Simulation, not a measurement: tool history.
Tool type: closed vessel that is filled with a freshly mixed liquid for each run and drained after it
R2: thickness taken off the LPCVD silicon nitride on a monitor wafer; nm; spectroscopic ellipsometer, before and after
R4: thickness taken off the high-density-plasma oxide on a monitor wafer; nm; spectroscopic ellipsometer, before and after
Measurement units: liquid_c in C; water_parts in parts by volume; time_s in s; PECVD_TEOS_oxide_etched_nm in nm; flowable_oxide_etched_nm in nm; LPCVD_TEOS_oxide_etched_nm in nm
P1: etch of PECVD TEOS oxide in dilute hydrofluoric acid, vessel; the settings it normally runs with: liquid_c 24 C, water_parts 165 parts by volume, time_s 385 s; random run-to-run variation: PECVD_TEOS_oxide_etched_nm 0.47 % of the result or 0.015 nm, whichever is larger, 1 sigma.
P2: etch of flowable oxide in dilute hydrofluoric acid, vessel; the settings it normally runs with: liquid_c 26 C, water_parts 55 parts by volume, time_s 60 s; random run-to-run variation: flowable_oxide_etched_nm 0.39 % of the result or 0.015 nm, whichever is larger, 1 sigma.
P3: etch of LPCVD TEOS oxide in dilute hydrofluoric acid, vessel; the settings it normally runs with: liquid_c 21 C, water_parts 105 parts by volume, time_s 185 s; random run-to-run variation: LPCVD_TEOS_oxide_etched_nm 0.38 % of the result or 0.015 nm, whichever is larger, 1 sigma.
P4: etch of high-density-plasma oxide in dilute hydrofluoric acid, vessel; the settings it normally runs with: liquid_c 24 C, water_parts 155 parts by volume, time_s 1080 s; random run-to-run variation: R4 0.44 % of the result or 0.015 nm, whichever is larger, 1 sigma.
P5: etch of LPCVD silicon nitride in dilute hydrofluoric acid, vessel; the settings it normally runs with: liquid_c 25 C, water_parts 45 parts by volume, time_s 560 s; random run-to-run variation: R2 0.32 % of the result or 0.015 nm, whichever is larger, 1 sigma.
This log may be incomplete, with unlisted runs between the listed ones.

{"run": 1, "day": 0.254, "process": "P1", "liquid_c": 24, "water_parts": 165, "time_s": 385, "PECVD_TEOS_oxide_etched_nm": 26.779}
{"run": 2, "day": 0.462, "process": "P5", "liquid_c": 25, "water_parts": 45, "time_s": 1075, "R2": 12.807}
{"run": 3, "day": 0.683, "process": "P2", "liquid_c": 26, "water_parts": 80, "time_s": 60, "flowable_oxide_etched_nm": 47.176}
{"run": 4, "day": 0.825, "process": "P4", "liquid_c": 24, "water_parts": 155, "time_s": 565, "R4": 28.334}
{"run": 5, "day": 1.017, "process": "P3", "liquid_c": 17, "water_parts": 105, "time_s": 185, "LPCVD_TEOS_oxide_etched_nm": 38.244}
{"run": 6, "day": 1.175, "process": "P5", "liquid_c": 18.5, "water_parts": 45, "time_s": 560, "R2": 4.2831}
{"run": 7, "day": 1.45, "process": "P3", "liquid_c": 21, "water_parts": 105, "time_s": 185, "LPCVD_TEOS_oxide_etched_nm": 45.102}
{"run": 8, "day": 1.629, "process": "P1", "liquid_c": 19, "water_parts": 165, "time_s": 385, "PECVD_TEOS_oxide_etched_nm": 22.222}
{"run": 9, "day": 1.921, "process": "P2", "liquid_c": 26, "water_parts": 55, "time_s": 60, "flowable_oxide_etched_nm": 70.632}
{"run": 10, "day": 2.158, "process": "P4", "liquid_c": 32, "water_parts": 155, "time_s": 1080, "R4": 73.095}
{"run": 11, "day": 2.308, "process": "P5", "liquid_c": 25, "water_parts": 45, "time_s": 560, "R2": 6.6599}
{"run": 12, "day": 2.45, "process": "P2", "liquid_c": 26, "water_parts": 55, "time_s": 60, "flowable_oxide_etched_nm": 70.476}
{"run": 13, "day": 2.7, "process": "P3", "liquid_c": 21, "water_parts": 35, "time_s": 185, "LPCVD_TEOS_oxide_etched_nm": 147.81}
{"run": 14, "day": 2.908, "process": "P1", "liquid_c": 24, "water_parts": 165, "time_s": 385, "PECVD_TEOS_oxide_etched_nm": 26.843}
{"run": 15, "day": 3.208, "process": "P1", "liquid_c": 24, "water_parts": 165, "time_s": 385, "PECVD_TEOS_oxide_etched_nm": 26.914}
{"run": 16, "day": 3.358, "process": "P1", "liquid_c": 32, "water_parts": 165, "time_s": 385, "PECVD_TEOS_oxide_etched_nm": 35.894}
{"run": 17, "day": 3.492, "process": "P3", "liquid_c": 21, "water_parts": 105, "time_s": 270, "LPCVD_TEOS_oxide_etched_nm": 66.274}
{"run": 18, "day": 3.788, "process": "P4", "liquid_c": 24, "water_parts": 55, "time_s": 1080, "R4": 173.04}
{"run": 19, "day": 3.967, "process": "P1", "liquid_c": 24, "water_parts": 165, "time_s": 580, "PECVD_TEOS_oxide_etched_nm": 40.462}
{"run": 20, "day": 4.133, "process": "P1", "liquid_c": 24, "water_parts": 50, "time_s": 385, "PECVD_TEOS_oxide_etched_nm": 102.48}
{"run": 21, "day": 4.283, "process": "P2", "liquid_c": 26, "water_parts": 55, "time_s": 115, "flowable_oxide_etched_nm": 136.43}
{"run": 22, "day": 4.517, "process": "P1", "liquid_c": 24, "water_parts": 165, "time_s": 385, "PECVD_TEOS_oxide_etched_nm": 26.937}
{"run": 23, "day": 4.675, "process": "P2", "liquid_c": 30, "water_parts": 55, "time_s": 60, "flowable_oxide_etched_nm": 82.347}
{"run": 24, "day": 4.9, "process": "P4", "liquid_c": 24, "water_parts": 155, "time_s": 1080, "R4": 53.993}
{"run": 25, "day": 5.058, "process": "P1", "liquid_c": 24, "water_parts": 165, "time_s": 30, "PECVD_TEOS_oxide_etched_nm": 2.0796}
{"run": 26, "day": 5.25, "process": "P5", "liquid_c": 25, "water_parts": 60, "time_s": 560, "R2": 4.9977}
{"run": 27, "day": 5.504, "process": "P4", "liquid_c": 24, "water_parts": 155, "time_s": 1080, "R4": 54.897}
{"run": 28, "day": 5.683, "process": "P1", "liquid_c": 30.5, "water_parts": 280, "time_s": 385, "PECVD_TEOS_oxide_etched_nm": 17.533}
{"run": 29, "day": 5.904, "process": "P1", "liquid_c": 24, "water_parts": 230, "time_s": 385, "PECVD_TEOS_oxide_etched_nm": 18.037}
{"run": 30, "day": 6.167, "process": "P5", "liquid_c": 25, "water_parts": 45, "time_s": 560, "R2": 6.674}
{"run": 31, "day": 6.421, "process": "P1", "liquid_c": 24, "water_parts": 165, "time_s": 385, "PECVD_TEOS_oxide_etched_nm": 26.999}
{"run": 32, "day": 6.688, "process": "P1", "liquid_c": 24, "water_parts": 165, "time_s": 385, "PECVD_TEOS_oxide_etched_nm": 27.729}
{"run": 33, "day": 6.933, "process": "P1", "liquid_c": 24, "water_parts": 165, "time_s": 385, "PECVD_TEOS_oxide_etched_nm": 27.697}
{"run": 34, "day": 7.112, "process": "P1", "liquid_c": 24, "water_parts": 165, "time_s": 385, "PECVD_TEOS_oxide_etched_nm": 28.11}
{"run": 35, "day": 7.412, "process": "P1", "liquid_c": 24, "water_parts": 165, "time_s": 385, "PECVD_TEOS_oxide_etched_nm": 28.019}
{"run": 36, "day": 7.675, "process": "P1", "liquid_c": 24, "water_parts": 165, "time_s": 385, "PECVD_TEOS_oxide_etched_nm": 28.137}
{"run": 37, "day": 7.892, "process": "P1", "liquid_c": 24, "water_parts": 165, "time_s": 385, "PECVD_TEOS_oxide_etched_nm": 28.542}
{"run": 38, "day": 8.179, "process": "P1", "liquid_c": 24, "water_parts": 165, "time_s": 385, "PECVD_TEOS_oxide_etched_nm": 28.655}
{"run": 39, "day": 8.383, "process": "P1", "liquid_c": 24, "water_parts": 165, "time_s": 385, "PECVD_TEOS_oxide_etched_nm": 28.573}
{"run": 40, "day": 8.525, "process": "P1", "liquid_c": 24, "water_parts": 165, "time_s": 385, "PECVD_TEOS_oxide_etched_nm": 28.427}

Run 41 has not been measured yet. What should we expect?
{"run": 41, "day": 8.679, "process": "P1", "liquid_c": 24, "water_parts": 165, "time_s": 385, "PECVD_TEOS_oxide_etched_nm": "?"}

PECVD_TEOS_oxide_etched_nm: 28.544 nm
